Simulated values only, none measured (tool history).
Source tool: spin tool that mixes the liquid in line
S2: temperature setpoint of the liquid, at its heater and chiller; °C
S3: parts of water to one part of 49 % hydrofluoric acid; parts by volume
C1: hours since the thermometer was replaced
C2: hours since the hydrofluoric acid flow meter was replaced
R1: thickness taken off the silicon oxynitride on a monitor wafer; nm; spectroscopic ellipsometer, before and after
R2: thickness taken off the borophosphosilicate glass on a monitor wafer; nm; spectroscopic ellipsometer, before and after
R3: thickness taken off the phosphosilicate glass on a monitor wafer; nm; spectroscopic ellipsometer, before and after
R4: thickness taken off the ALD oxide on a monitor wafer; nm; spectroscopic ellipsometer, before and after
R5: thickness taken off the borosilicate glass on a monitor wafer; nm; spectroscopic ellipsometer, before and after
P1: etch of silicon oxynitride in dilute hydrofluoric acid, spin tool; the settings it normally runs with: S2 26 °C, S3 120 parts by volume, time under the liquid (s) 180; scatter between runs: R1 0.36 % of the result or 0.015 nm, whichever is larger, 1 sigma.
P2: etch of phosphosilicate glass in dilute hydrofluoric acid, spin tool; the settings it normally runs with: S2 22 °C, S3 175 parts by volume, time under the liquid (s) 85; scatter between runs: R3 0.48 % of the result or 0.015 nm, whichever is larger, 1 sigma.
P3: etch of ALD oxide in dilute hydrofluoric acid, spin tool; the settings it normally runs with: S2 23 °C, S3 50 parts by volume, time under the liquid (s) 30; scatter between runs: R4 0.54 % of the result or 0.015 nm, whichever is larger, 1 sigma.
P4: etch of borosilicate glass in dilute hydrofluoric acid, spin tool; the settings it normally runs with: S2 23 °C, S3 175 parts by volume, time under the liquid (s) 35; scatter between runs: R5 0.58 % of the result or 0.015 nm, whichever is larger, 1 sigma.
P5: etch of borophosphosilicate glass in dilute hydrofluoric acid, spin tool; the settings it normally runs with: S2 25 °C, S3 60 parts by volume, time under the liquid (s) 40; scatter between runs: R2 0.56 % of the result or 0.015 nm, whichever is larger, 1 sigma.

{"run": 1, "hour": 18.1, "process that ran": "P1", "S2": 26, "S3": 120, "time under the liquid (s)": 180, "C1": 394.2, "C2": 397.5, "R1": 6.5368}
{"run": 2, "hour": 32.4, "process that ran": "P1", "S2": 26, "S3": 120, "time under the liquid (s)": 180, "C1": 408.5, "C2": 411.8, "R1": 6.5454}
{"run": 3, "hour": 43.5, "process that ran": "P1", "S2": 33, "S3": 190, "time under the liquid (s)": 180, "C1": 419.6, "C2": 422.9, "R1": 5.2575}
{"hour": 47.1, "done": "hydrofluoric acid flow meter replaced"}
{"run": 4, "hour": 58.2, "process that ran": "P1", "S2": 26, "S3": 120, "time under the liquid (s)": 180, "C1": 434.3, "C2": 11.2, "R1": 6.5442}
{"run": 5, "hour": 72.4, "process that ran": "P5", "S2": 18, "S3": 60, "time under the liquid (s)": 40, "C1": 448.5, "C2": 25.4, "R2": 19.317}
{"run": 6, "hour": 89.4, "process that ran": "P1", "S2": 33, "S3": 120, "time under the liquid (s)": 180, "C1": 465.5, "C2": 42.4, "R1": 8.8459}
{"run": 7, "hour": 98.9, "process that ran": "P5", "S2": 25, "S3": 60, "time under the liquid (s)": 80, "C1": 475, "C2": 51.9, "R2": 51.789}
{"run": 8, "hour": 112.5, "process that ran": "P1", "S2": 26, "S3": 120, "time under the liquid (s)": 15, "C1": 488.6, "C2": 65.5, "R1": 0.50744}
{"run": 9, "hour": 125.1, "process that ran": "P2", "S2": 22, "S3": 40, "time under the liquid (s)": 85, "C1": 501.2, "C2": 78.1, "R3": 247.53}
{"run": 10, "hour": 142.2, "process that ran": "P1", "S2": 26, "S3": 120, "time under the liquid (s)": 360, "C1": 518.3, "C2": 95.2, "R1": 13.132}
{"run": 11, "hour": 153.1, "process that ran": "P3", "S2": 23, "S3": 50, "time under the liquid (s)": 30, "C1": 529.2, "C2": 106.1, "R4": 16.991}
{"run": 12, "hour": 169.9, "process that ran": "P3", "S2": 23, "S3": 50, "time under the liquid (s)": 65, "C1": 546, "C2": 122.9, "R4": 36.768}
{"run": 13, "hour": 186.1, "process that ran": "P4", "S2": 23, "S3": 310, "time under the liquid (s)": 35, "C1": 562.2, "C2": 139.1, "R5": 3.0151}
{"run": 14, "hour": 202.1, "process that ran": "P2", "S2": 22, "S3": 175, "time under the liquid (s)": 85, "C1": 578.2, "C2": 155.1, "R3": 47.9}
{"run": 15, "hour": 211.5, "process that ran": "P2", "S2": 22, "S3": 175, "time under the liquid (s)": 25, "C1": 587.6, "C2": 164.5, "R3": 14.162}
{"run": 16, "hour": 221.3, "process that ran": "P4", "S2": 23, "S3": 175, "time under the liquid (s)": 35, "C1": 597.4, "C2": 174.3, "R5": 6.1101}
{"run": 17, "hour": 230.1, "process that ran": "P4", "S2": 17.5, "S3": 175, "time under the liquid (s)": 35, "C1": 606.2, "C2": 183.1, "R5": 4.8977}
{"run": 18, "hour": 244.5, "process that ran": "P1", "S2": 20, "S3": 120, "time under the liquid (s)": 275, "C1": 620.6, "C2": 197.5, "R1": 7.5474}
{"run": 19, "hour": 258.8, "process that ran": "P1", "S2": 26, "S3": 55, "time under the liquid (s)": 180, "C1": 634.9, "C2": 211.8, "R1": 15.06}
{"run": 20, "hour": 273.7, "process that ran": "P1", "S2": 18.5, "S3": 120, "time under the liquid (s)": 180, "C1": 649.8, "C2": 226.7, "R1": 4.5876}
{"run": 21, "hour": 282.2, "process that ran": "P5", "S2": 25, "S3": 60, "time under the liquid (s)": 40, "C1": 658.3, "C2": 235.2, "R2": 25.783}
{"run": 22, "hour": 299.6, "process that ran": "P1", "S2": 26, "S3": 120, "time under the liquid (s)": 180, "C1": 675.7, "C2": 252.6, "R1": 6.5365}
{"run": 23, "hour": 309.9, "process that ran": "P3", "S2": 23, "S3": 20, "time under the liquid (s)": 30, "C1": 686, "C2": 262.9, "R4": 44.423}
{"run": 24, "hour": 324.9, "process that ran": "P1", "S2": 26, "S3": 175, "time under the liquid (s)": 180, "C1": 701, "C2": 277.9, "R1": 4.2957}
{"run": 25, "hour": 335.5, "process that ran": "P2", "S2": 17, "S3": 175, "time under the liquid (s)": 85, "C1": 711.6, "C2": 288.5, "R3": 39.543}
{"run": 26, "hour": 349.2, "process that ran": "P4", "S2": 23, "S3": 175, "time under the liquid (s)": 15, "C1": 725.3, "C2": 302.2, "R5": 2.635}
{"run": 27, "hour": 366.1, "process that ran": "P1", "S2": 30, "S3": 120, "time under the liquid (s)": 290, "C1": 742.2, "C2": 319.1, "R1": 12.637}
{"run": 28, "hour": 380.6, "process that ran": "P5", "S2": 25, "S3": 30, "time under the liquid (s)": 40, "C1": 756.7, "C2": 333.6, "R2": 53.436}
{"run": 29, "hour": 392.3, "process that ran": "P3", "S2": 18.5, "S3": 50, "time under the liquid (s)": 30, "C1": 768.4, "C2": 345.3, "R4": 13.985}
{"run": 30, "hour": 401.0, "process that ran": "P1", "S2": 26, "S3": 120, "time under the liquid (s)": 180, "C1": 777.1, "C2": 354, "R1": 6.5307}
{"run": 31, "hour": 415.6, "process that ran": "P1", "S2": 26, "S3": 120, "time under the liquid (s)": 180, "C1": 791.7, "C2": 368.6, "R1": 6.9578}
{"run": 32, "hour": 430.9, "process that ran": "P1", "S2": 26, "S3": 120, "time under the liquid (s)": 180, "C1": 807, "C2": 383.9, "R1": 7.1108}
{"run": 33, "hour": 440.5, "process that ran": "P1", "S2": 26, "S3": 120, "time under the liquid (s)": 180, "C1": 816.6, "C2": 393.5, "R1": 7.1203}
{"run": 34, "hour": 455.4, "process that ran": "P1", "S2": 26, "S3": 120, "time under the liquid (s)": 180, "C1": 831.5, "C2": 408.4, "R1": 7.2082}
{"run": 35, "hour": 465.3, "process that ran": "P1", "S2": 26, "S3": 120, "time under the liquid (s)": 180, "C1": 841.4, "C2": 418.3, "R1": 7.2452}
{"run": 36, "hour": 479.4, "process that ran": "P1", "S2": 26, "S3": 120, "time under the liquid (s)": 180, "C1": 855.5, "C2": 432.4, "R1": 7.292}

The log shows P1 creeping away from where it was. Any of the 2 causes listed here, at the size stated for it, fits the log just as well as the others:
A: liquid hotter than its thermometer reads (K) = 2.37
B: hydrofluoric acid flow above the setpoint (%) = 10.2
Onset of the creep was near hour 401.

The 4 check runs listed below each average the results of 3 wafers, and their outcomes are marked with question marks. Under which run would the listed causes produce clearly different results?
{"run": "check 1", "hour": 493.5, "process that ran": "P2", "S2": 22, "S3": 45, "time under the liquid (s)": 85, "R3": "?"}
{"run": "check 2", "hour": 493.5, "process that ran": "P3", "S2": 23, "S3": 20, "time under the liquid (s)": 45, "R4": "?"}
{"run": "check 3", "hour": 493.5, "process that ran": "P5", "S2": 18.5, "S3": 60, "time under the liquid (s)": 70, "R2": "?"}
{"run": "check 4", "hour": 493.5, "process that ran": "P4", "S2": 20, "S3": 305, "time under the liquid (s)": 35, "R5": "?"}

Outcome of each check run for each possible cause:
check=check_1 result=R3 if_A=238.61 if_B=239.57
check=check_2 result=R4 if_A=73.239 if_B=73.209
check=check_3 result=R2 if_A=37.948 if_B=38.071
check=check_4 result=R5 if_A=2.9899 if_B=3.1042
Per check, the gap between the least separated pair of causes, taken in the result that splits them most: check 1 0.4 %; check 2 0.04 %; check 3 0.32 %; check 4 3.75 %
Check 4 is the one run that separates the causes; every other check would come out nearly the same whichever cause is at work.

With check 4 done, the readings were: R5 3.0997 nm. Identify which of the listed causes applies.

The cause is B: hydrofluoric acid flow above the setpoint (%).

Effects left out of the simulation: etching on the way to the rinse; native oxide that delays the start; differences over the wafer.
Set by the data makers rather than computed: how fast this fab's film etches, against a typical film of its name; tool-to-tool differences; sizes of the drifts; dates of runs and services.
